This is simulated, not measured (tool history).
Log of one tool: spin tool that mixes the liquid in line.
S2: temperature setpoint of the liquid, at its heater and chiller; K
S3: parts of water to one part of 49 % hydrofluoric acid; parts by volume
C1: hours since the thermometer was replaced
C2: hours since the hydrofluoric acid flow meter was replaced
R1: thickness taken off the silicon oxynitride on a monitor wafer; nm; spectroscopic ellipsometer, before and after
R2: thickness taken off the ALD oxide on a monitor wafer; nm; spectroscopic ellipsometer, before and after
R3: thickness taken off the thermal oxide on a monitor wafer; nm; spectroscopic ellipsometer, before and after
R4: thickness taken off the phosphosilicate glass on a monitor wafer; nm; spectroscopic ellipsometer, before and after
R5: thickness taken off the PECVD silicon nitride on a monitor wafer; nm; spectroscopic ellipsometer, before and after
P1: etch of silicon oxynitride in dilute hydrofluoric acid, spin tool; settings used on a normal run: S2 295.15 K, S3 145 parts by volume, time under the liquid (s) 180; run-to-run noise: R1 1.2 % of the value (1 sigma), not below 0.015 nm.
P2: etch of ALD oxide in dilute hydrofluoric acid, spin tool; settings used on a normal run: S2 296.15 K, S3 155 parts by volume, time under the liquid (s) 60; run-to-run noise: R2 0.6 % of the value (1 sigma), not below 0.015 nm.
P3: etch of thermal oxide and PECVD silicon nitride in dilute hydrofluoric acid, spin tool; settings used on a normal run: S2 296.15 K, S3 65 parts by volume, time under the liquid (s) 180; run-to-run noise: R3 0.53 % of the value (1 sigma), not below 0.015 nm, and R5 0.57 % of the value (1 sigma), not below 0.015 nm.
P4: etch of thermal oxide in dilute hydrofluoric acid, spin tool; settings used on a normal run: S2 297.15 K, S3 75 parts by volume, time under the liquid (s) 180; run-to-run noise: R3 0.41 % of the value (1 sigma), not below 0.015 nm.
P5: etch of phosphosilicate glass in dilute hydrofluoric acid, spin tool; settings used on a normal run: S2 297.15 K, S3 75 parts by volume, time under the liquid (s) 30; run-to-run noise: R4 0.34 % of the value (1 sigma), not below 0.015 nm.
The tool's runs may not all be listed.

run 1 day=0.117 | process_that_ran=P1 S2=295.15 S3=145 time_under_the_liquid_(s)=180 | C1=1299.9 C2=647.1 | R1=1.96250
run 2 day=0.267 | process_that_ran=P2 S2=296.15 S3=155 time_under_the_liquid_(s)=60 | C1=1303.5 C2=650.7 | R2=3.8688
run 3 day=0.408 | process_that_ran=P1 S2=295.15 S3=145 time_under_the_liquid_(s)=180 | C1=1306.9 C2=654.1 | R1=1.92930
run 4 day=0.525 | process_that_ran=P1 S2=291.65 S3=145 time_under_the_liquid_(s)=180 | C1=1309.7 C2=656.9 | R1=1.62900
run 5 day=0.675 | process_that_ran=P1 S2=295.15 S3=255 time_under_the_liquid_(s)=180 | C1=1313.3 C2=660.5 | R1=1.02810
run 6 day=0.829 | process_that_ran=P1 S2=303.65 S3=145 time_under_the_liquid_(s)=180 | C1=1317.0 C2=664.2 | R1=2.82440
run 7 day=0.979 | process_that_ran=P1 S2=295.15 S3=200 time_under_the_liquid_(s)=60 | C1=1320.6 C2=667.8 | R1=0.43772
-- day=0.988 hydrofluoric acid flow meter replaced
run 8 day=1.117 | process_that_ran=P2 S2=290.15 S3=155 time_under_the_liquid_(s)=60 | C1=1323.9 C2=3.1 | R2=3.1142
run 9 day=1.304 | process_that_ran=P4 S2=297.15 S3=75 time_under_the_liquid_(s)=180 | C1=1328.4 C2=7.6 | R3=10.6740
run 10 day=1.458 | process_that_ran=P2 S2=296.15 S3=50 time_under_the_liquid_(s)=60 | C1=1332.1 C2=11.3 | R2=13.6770
run 11 day=1.617 | process_that_ran=P4 S2=297.15 S3=20 time_under_the_liquid_(s)=180 | C1=1335.9 C2=15.1 | R3=42.7740
run 12 day=1.783 | process_that_ran=P5 S2=297.15 S3=20 time_under_the_liquid_(s)=30 | C1=1339.9 C2=19.1 | R4=327.470
run 13 day=1.950 | process_that_ran=P4 S2=297.15 S3=75 time_under_the_liquid_(s)=35 | C1=1343.9 C2=23.1 | R3=2.0868
run 14 day=2.058 | process_that_ran=P1 S2=295.15 S3=145 time_under_the_liquid_(s)=40 | C1=1346.5 C2=25.7 | R1=0.47077
run 15 day=2.229 | process_that_ran=P1 S2=295.15 S3=145 time_under_the_liquid_(s)=180 | C1=1350.6 C2=29.8 | R1=1.90680
run 16 day=2.346 | process_that_ran=P3 S2=296.15 S3=65 time_under_the_liquid_(s)=180 | C1=1353.4 C2=32.6 | R3=12.7530 R5=4.34950
run 17 day=2.500 | process_that_ran=P4 S2=290.65 S3=75 time_under_the_liquid_(s)=180 | C1=1357.1 C2=36.3 | R3=8.0958
run 18 day=2.692 | process_that_ran=P3 S2=296.15 S3=65 time_under_the_liquid_(s)=35 | C1=1361.7 C2=40.9 | R3=2.4659 R5=0.83646
run 19 day=2.829 | process_that_ran=P1 S2=290.15 S3=85 time_under_the_liquid_(s)=180 | C1=1365.0 C2=44.2 | R1=2.71980
run 20 day=3.000 | process_that_ran=P1 S2=295.15 S3=70 time_under_the_liquid_(s)=180 | C1=1369.1 C2=48.3 | R1=4.25920
run 21 day=3.192 | process_that_ran=P1 S2=295.15 S3=145 time_under_the_liquid_(s)=180 | C1=1373.7 C2=52.9 | R1=1.91190
run 22 day=3.288 | process_that_ran=P2 S2=296.15 S3=155 time_under_the_liquid_(s)=60 | C1=1376.0 C2=55.2 | R2=3.9368
run 23 day=3.375 | process_that_ran=P3 S2=291.65 S3=65 time_under_the_liquid_(s)=180 | C1=1378.1 C2=57.3 | R3=10.6140 R5=3.21190
run 24 day=3.500 | process_that_ran=P5 S2=290.15 S3=75 time_under_the_liquid_(s)=30 | C1=1381.1 C2=60.3 | R4=60.479
run 25 day=3.646 | process_that_ran=P2 S2=296.15 S3=155 time_under_the_liquid_(s)=110 | C1=1384.6 C2=63.8 | R2=7.2787
run 26 day=3.783 | process_that_ran=P1 S2=295.15 S3=145 time_under_the_liquid_(s)=330 | C1=1387.9 C2=67.1 | R1=3.50010
run 27 day=3.917 | process_that_ran=P5 S2=297.15 S3=75 time_under_the_liquid_(s)=30 | C1=1391.1 C2=70.3 | R4=81.103
run 28 day=4.004 | process_that_ran=P5 S2=297.15 S3=75 time_under_the_liquid_(s)=15 | C1=1393.2 C2=72.4 | R4=40.360
run 29 day=4.125 | process_that_ran=P1 S2=295.15 S3=145 time_under_the_liquid_(s)=180 | C1=1396.1 C2=75.3 | R1=1.92700
run 30 day=4.283 | process_that_ran=P3 S2=296.15 S3=110 time_under_the_liquid_(s)=180 | C1=1399.9 C2=79.1 | R3=7.0934 R5=2.58940
run 31 day=4.375 | process_that_ran=P1 S2=295.15 S3=145 time_under_the_liquid_(s)=180 | C1=1402.1 C2=81.3 | R1=1.92260
run 32 day=4.562 | process_that_ran=P1 S2=295.15 S3=145 time_under_the_liquid_(s)=180 | C1=1406.6 C2=85.8 | R1=1.82040
run 33 day=4.662 | process_that_ran=P1 S2=295.15 S3=145 time_under_the_liquid_(s)=180 | C1=1409.0 C2=88.2 | R1=1.82830
run 34 day=4.846 | process_that_ran=P1 S2=295.15 S3=145 time_under_the_liquid_(s)=180 | C1=1413.4 C2=92.6 | R1=1.73780
run 35 day=5.004 | process_that_ran=P1 S2=295.15 S3=145 time_under_the_liquid_(s)=180 | C1=1417.2 C2=96.4 | R1=1.78640
run 36 day=5.150 | process_that_ran=P1 S2=295.15 S3=145 time_under_the_liquid_(s)=180 | C1=1420.7 C2=99.9 | R1=1.76520
run 37 day=5.296 | process_that_ran=P1 S2=295.15 S3=145 time_under_the_liquid_(s)=180 | C1=1424.2 C2=103.4 | R1=1.75800
run 38 day=5.492 | process_that_ran=P1 S2=295.15 S3=145 time_under_the_liquid_(s)=180 | C1=1428.9 C2=108.1 | R1=1.72120
run 39 day=5.604 | process_that_ran=P1 S2=295.15 S3=145 time_under_the_liquid_(s)=180 | C1=1431.6 C2=110.8 | R1=1.77490

What P1 gives has crept away from where it was. These 2 causes fit the log equally well, each at the size given:
A: hydrofluoric acid flow below the setpoint (%) = 8.87
B: liquid colder than its thermometer reads (K) = 2.19
At approximately day 4.375, the process output began to creep.

The list below offers 4 check runs, each averaging the results of 2 wafers, and shows each result as a question mark. For which of them would the listed causes give clearly different results?
run check 1 day=5.717 | process_that_ran=P2 S2=296.15 S3=55 time_under_the_liquid_(s)=60 | R2=?
run check 2 day=5.717 | process_that_ran=P5 S2=297.15 S3=20 time_under_the_liquid_(s)=30 | R4=?
run check 3 day=5.717 | process_that_ran=P4 S2=293.15 S3=25 time_under_the_liquid_(s)=180 | R3=?
run check 4 day=5.717 | process_that_ran=P3 S2=292.65 S3=105 time_under_the_liquid_(s)=180 | R3=? R5=?

If the cause were each of the candidates in turn, the checks would give the following:
check=check_1 result=R2 if_A=11.2790 if_B=11.3750
check=check_2 result=R4 if_A=296.640 if_B=297.380
check=check_3 result=R3 if_A=26.0900 if_B=26.0940
check=check_4 result=R3 if_A=5.8420 if_B=5.9186
check=check_4 result=R5 if_A=1.93590 if_B=1.82270
How far apart the two closest causes lie, in the result that separates them most: check 1 0.84 %; check 2 0.25 %; check 3 0.02 %; check 4 6.03 %
The causes can be told apart only by check 4. The other checks would give nearly the same results under each of them.

Running check 4 produced the following: R3 5.8273 nm; R5 1.93210 nm. Which one of the listed causes fits?

It is A: hydrofluoric acid flow below the setpoint (%).
